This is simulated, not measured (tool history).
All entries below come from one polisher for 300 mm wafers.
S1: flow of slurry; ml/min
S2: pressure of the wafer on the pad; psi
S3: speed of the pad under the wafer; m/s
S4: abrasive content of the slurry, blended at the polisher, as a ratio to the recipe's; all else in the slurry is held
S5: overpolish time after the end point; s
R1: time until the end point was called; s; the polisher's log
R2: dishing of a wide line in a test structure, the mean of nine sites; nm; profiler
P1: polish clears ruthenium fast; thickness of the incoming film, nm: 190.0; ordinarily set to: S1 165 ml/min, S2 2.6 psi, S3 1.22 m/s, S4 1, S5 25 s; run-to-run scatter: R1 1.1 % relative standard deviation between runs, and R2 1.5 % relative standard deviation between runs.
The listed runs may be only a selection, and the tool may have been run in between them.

run,day,S1,S2,S3,S4,S5,R1,R2
1,0.512,165,2.6,1.22,1,25,49.068,55.452
2,1.217,165,2.6,1.22,1,25,49.455,56.684
3,1.875,225,2.6,1.22,1,25,46.247,57.692
4,2.421,100,2.6,1.22,1,25,53.826,54.396
5,3.188,165,1.9,1.22,1,25,66.563,46.902
6,3.925,165,3.4,1.22,1,25,37.137,64.73
7,4.65,165,2.6,1.22,1,25,49.562,57.113
8,5.383,165,2.6,1.22,1,25,49.197,54.878
9,6.054,165,2.6,1.22,1,49,48.754,74.146
10,6.675,165,2.6,0.72,0.75,25,96.39,36.082
11,7.067,165,2.6,1.22,1,8,49.75,25.292
# day 7.075: slurry blender recalibrated
12,7.542,165,2.6,1.22,0.5,25,70.806,45.54
13,8.133,165,2.6,1.76,1,25,33.956,67.668
14,8.525,165,2.6,1.22,1.4,25,42.243,60.57
15,9.129,165,2.6,1.22,1,25,48.723,54.638
16,9.842,165,2.6,1.22,1.35,45,43.263,75.492
17,10.608,165,2.6,0.58,1,25,104.06,34.382
18,10.95,165,2.6,1.22,1,25,48.279,56.21
19,11.412,165,2.6,1.22,1,25,50.502,56.21
20,11.938,165,2.6,1.22,1,25,51.457,54.624
# day 12.642: slurry nozzle cleaned
21,12.708,165,2.6,1.22,1,25,53.455,52.809
22,13.125,165,2.6,1.22,1,25,53.35,54.811
23,13.504,165,2.6,1.22,1,25,54.671,52.555
# day 13.508: head pressure recalibrated
24,14.038,165,2.6,1.22,1,25,54.515,53.297
25,14.817,165,2.6,1.22,1,25,54.054,52.535

P1 has crept away from where it was. The log is fitted equally well by each of these 2 causes, at the sizes shown:
A: abrasive missing from the slurry, % = 19.3
B: removal rate lost through wear of the pad, % = 9.83
Onset of the creep was near day 10.95.
Every other cause this tool's parts could produce, and why it does not fit the log:
slurry flow missing at the pad, %: its service at day 12.642 followed the start of the drift and did not put the process back to its old value
head's pressure below its setpoint, %: its service at day 13.508 followed the start of the drift and did not put the process back to its old value

The 4 check runs listed below each average the results of 5 wafers, and their outcomes are marked with question marks. Under which run would the listed causes produce clearly different results?
check 1,15.596,165,2.6,0.68,1,10,?,?
check 2,15.596,165,2.6,1.22,0.5,25,?,?
check 3,15.596,165,2.1,1.22,1,25,?,?
check 4,15.596,210,2.6,1.22,1,25,?,?

Outcome of each check run for each possible cause:
check,result,if A,if B
check 1,R1,97.358,97.385
check 1,R2,16.642,16.638
check 2,R1,81.833,78.953
check 2,R2,40.62,41.665
check 3,R1,67.185,67.204
check 3,R2,46.516,46.508
check 4,R1,52.446,52.461
check 4,R2,54.261,54.252
Minimum pairwise separation of causes per check, each pair taken at its best-separating result: check 1 0.03 %; check 2 3.58 %; check 3 0.03 %; check 4 0.03 %
Only check 2 tells the causes apart: in the others they would give nearly the same result.

After running check 2, the following was obtained: R1 79.414 s; R2 41.88 nm. Which cause does this point to?

Of the candidate causes, it is B: removal rate lost through wear of the pad, %.

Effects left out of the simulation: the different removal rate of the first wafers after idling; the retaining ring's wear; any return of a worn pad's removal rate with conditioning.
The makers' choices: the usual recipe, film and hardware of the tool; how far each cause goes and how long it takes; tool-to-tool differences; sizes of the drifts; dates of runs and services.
